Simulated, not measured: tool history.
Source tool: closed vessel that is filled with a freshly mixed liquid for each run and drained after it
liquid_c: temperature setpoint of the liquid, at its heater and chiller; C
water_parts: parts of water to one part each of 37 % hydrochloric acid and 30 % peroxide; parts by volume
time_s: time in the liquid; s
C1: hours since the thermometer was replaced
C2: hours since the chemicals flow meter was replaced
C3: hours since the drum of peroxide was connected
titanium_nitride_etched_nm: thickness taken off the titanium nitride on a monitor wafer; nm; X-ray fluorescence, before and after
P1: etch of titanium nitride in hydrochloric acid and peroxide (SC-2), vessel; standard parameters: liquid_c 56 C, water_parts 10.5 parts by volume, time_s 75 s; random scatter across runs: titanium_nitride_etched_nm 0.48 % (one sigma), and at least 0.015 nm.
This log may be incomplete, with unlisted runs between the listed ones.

{"run": 1, "hour": 4.0, "liquid_c": 56, "water_parts": 10.5, "time_s": 75, "C1": 964.2, "C2": 835.7, "C3": 511.7, "titanium_nitride_etched_nm": 4.874}
{"run": 2, "hour": 8.5, "liquid_c": 72, "water_parts": 10.5, "time_s": 75, "C1": 968.7, "C2": 840.2, "C3": 516.2, "titanium_nitride_etched_nm": 12.877}
{"run": 3, "hour": 12.3, "liquid_c": 56, "water_parts": 10.5, "time_s": 75, "C1": 972.5, "C2": 844, "C3": 520, "titanium_nitride_etched_nm": 4.892}
{"run": 4, "hour": 15.0, "liquid_c": 56, "water_parts": 10.5, "time_s": 75, "C1": 975.2, "C2": 846.7, "C3": 522.7, "titanium_nitride_etched_nm": 4.8722}
{"run": 5, "hour": 18.1, "liquid_c": 56, "water_parts": 10.5, "time_s": 140, "C1": 978.3, "C2": 849.8, "C3": 525.8, "titanium_nitride_etched_nm": 9.0783}
{"run": 6, "hour": 23.7, "liquid_c": 56, "water_parts": 4, "time_s": 75, "C1": 983.9, "C2": 855.4, "C3": 531.4, "titanium_nitride_etched_nm": 10.2}
{"run": 7, "hour": 28.8, "liquid_c": 56, "water_parts": 10.5, "time_s": 75, "C1": 989, "C2": 860.5, "C3": 536.5, "titanium_nitride_etched_nm": 4.9412}
{"run": 8, "hour": 32.2, "liquid_c": 56, "water_parts": 10.5, "time_s": 75, "C1": 992.4, "C2": 863.9, "C3": 539.9, "titanium_nitride_etched_nm": 4.8685}
{"run": 9, "hour": 35.4, "liquid_c": 43, "water_parts": 10.5, "time_s": 75, "C1": 995.6, "C2": 867.1, "C3": 543.1, "titanium_nitride_etched_nm": 2.0311}
{"run": 10, "hour": 40.4, "liquid_c": 56, "water_parts": 17.5, "time_s": 45, "C1": 1000.6, "C2": 872.1, "C3": 548.1, "titanium_nitride_etched_nm": 1.8736}
{"run": 11, "hour": 45.4, "liquid_c": 56, "water_parts": 10.5, "time_s": 30, "C1": 1005.6, "C2": 877.1, "C3": 553.1, "titanium_nitride_etched_nm": 1.9284}
{"run": 12, "hour": 50.8, "liquid_c": 56, "water_parts": 18.5, "time_s": 75, "C1": 1011, "C2": 882.5, "C3": 558.5, "titanium_nitride_etched_nm": 2.9845}
{"run": 13, "hour": 55.2, "liquid_c": 62.5, "water_parts": 10.5, "time_s": 30, "C1": 1015.4, "C2": 886.9, "C3": 562.9, "titanium_nitride_etched_nm": 2.9075}
{"run": 14, "hour": 58.9, "liquid_c": 44.5, "water_parts": 4, "time_s": 75, "C1": 1019.1, "C2": 890.6, "C3": 566.6, "titanium_nitride_etched_nm": 4.7796}
{"run": 15, "hour": 63.2, "liquid_c": 56, "water_parts": 10.5, "time_s": 75, "C1": 1023.4, "C2": 894.9, "C3": 570.9, "titanium_nitride_etched_nm": 4.8598}
{"run": 16, "hour": 67.7, "liquid_c": 56, "water_parts": 10.5, "time_s": 75, "C1": 1027.9, "C2": 899.4, "C3": 575.4, "titanium_nitride_etched_nm": 4.8541}
{"run": 17, "hour": 70.7, "liquid_c": 56, "water_parts": 10.5, "time_s": 75, "C1": 1030.9, "C2": 902.4, "C3": 578.4, "titanium_nitride_etched_nm": 4.9594}
{"run": 18, "hour": 75.9, "liquid_c": 56, "water_parts": 10.5, "time_s": 75, "C1": 1036.1, "C2": 907.6, "C3": 583.6, "titanium_nitride_etched_nm": 5.1531}
{"run": 19, "hour": 78.9, "liquid_c": 56, "water_parts": 10.5, "time_s": 75, "C1": 1039.1, "C2": 910.6, "C3": 586.6, "titanium_nitride_etched_nm": 5.1531}
{"run": 20, "hour": 84.1, "liquid_c": 56, "water_parts": 10.5, "time_s": 75, "C1": 1044.3, "C2": 915.8, "C3": 591.8, "titanium_nitride_etched_nm": 5.2435}
{"run": 21, "hour": 89.1, "liquid_c": 56, "water_parts": 10.5, "time_s": 75, "C1": 1049.3, "C2": 920.8, "C3": 596.8, "titanium_nitride_etched_nm": 5.2271}
{"run": 22, "hour": 93.6, "liquid_c": 56, "water_parts": 10.5, "time_s": 75, "C1": 1053.8, "C2": 925.3, "C3": 601.3, "titanium_nitride_etched_nm": 5.3034}
{"run": 23, "hour": 96.7, "liquid_c": 56, "water_parts": 10.5, "time_s": 75, "C1": 1056.9, "C2": 928.4, "C3": 604.4, "titanium_nitride_etched_nm": 5.3664}
{"run": 24, "hour": 101.4, "liquid_c": 56, "water_parts": 10.5, "time_s": 75, "C1": 1061.6, "C2": 933.1, "C3": 609.1, "titanium_nitride_etched_nm": 5.3426}
{"run": 25, "hour": 105.4, "liquid_c": 56, "water_parts": 10.5, "time_s": 75, "C1": 1065.6, "C2": 937.1, "C3": 613.1, "titanium_nitride_etched_nm": 5.3107}
{"run": 26, "hour": 110.7, "liquid_c": 56, "water_parts": 10.5, "time_s": 75, "C1": 1070.9, "C2": 942.4, "C3": 618.4, "titanium_nitride_etched_nm": 5.2869}

What P1 gives has crept away from where it was. These 2 causes fit the log equally well, each at the size given:
A: chemicals flow above the setpoint (%) = 11.4
B: liquid hotter than its thermometer reads (K) = 1.41
The onset of the drift is placed at about hour 67.7.
Excluded causes, each with its reason:
peroxide weaker than its label (%): at its largest 8, which would move titanium_nitride_etched_nm by -7.4 %, too little to match the creep or of the wrong sign

You are offered 4 check runs, listed below with question marks in place of their results; each one averages 3 wafers. Which run separates the listed causes by giving clearly different results for each?
{"run": "check 1", "hour": 116.0, "liquid_c": 56, "water_parts": 18.5, "time_s": 75, "titanium_nitride_etched_nm": "?"}
{"run": "check 2", "hour": 116.0, "liquid_c": 47.5, "water_parts": 15, "time_s": 75, "titanium_nitride_etched_nm": "?"}
{"run": "check 3", "hour": 116.0, "liquid_c": 49, "water_parts": 4, "time_s": 75, "titanium_nitride_etched_nm": "?"}
{"run": "check 4", "hour": 116.0, "liquid_c": 56, "water_parts": 16, "time_s": 40, "titanium_nitride_etched_nm": "?"}

Check results expected under each cause:
check=check_1 result=titanium_nitride_etched_nm if_A=3.2755 if_B=3.2537
check=check_2 result=titanium_nitride_etched_nm if_A=2.2494 if_B=2.2504
check=check_3 result=titanium_nitride_etched_nm if_A=6.8839 if_B=7.0482
check=check_4 result=titanium_nitride_etched_nm if_A=1.9865 if_B=1.9763
Minimum pairwise separation of causes per check, each pair taken at its best-separating result: check 1 0.67 %; check 2 0.04 %; check 3 2.36 %; check 4 0.51 %
Only check 3 tells the causes apart: in the others they would give nearly the same result.

Check 3 was then run and gave: titanium_nitride_etched_nm 6.8802 nm. Which cause is it?

A is the cause: chemicals flow above the setpoint (%).
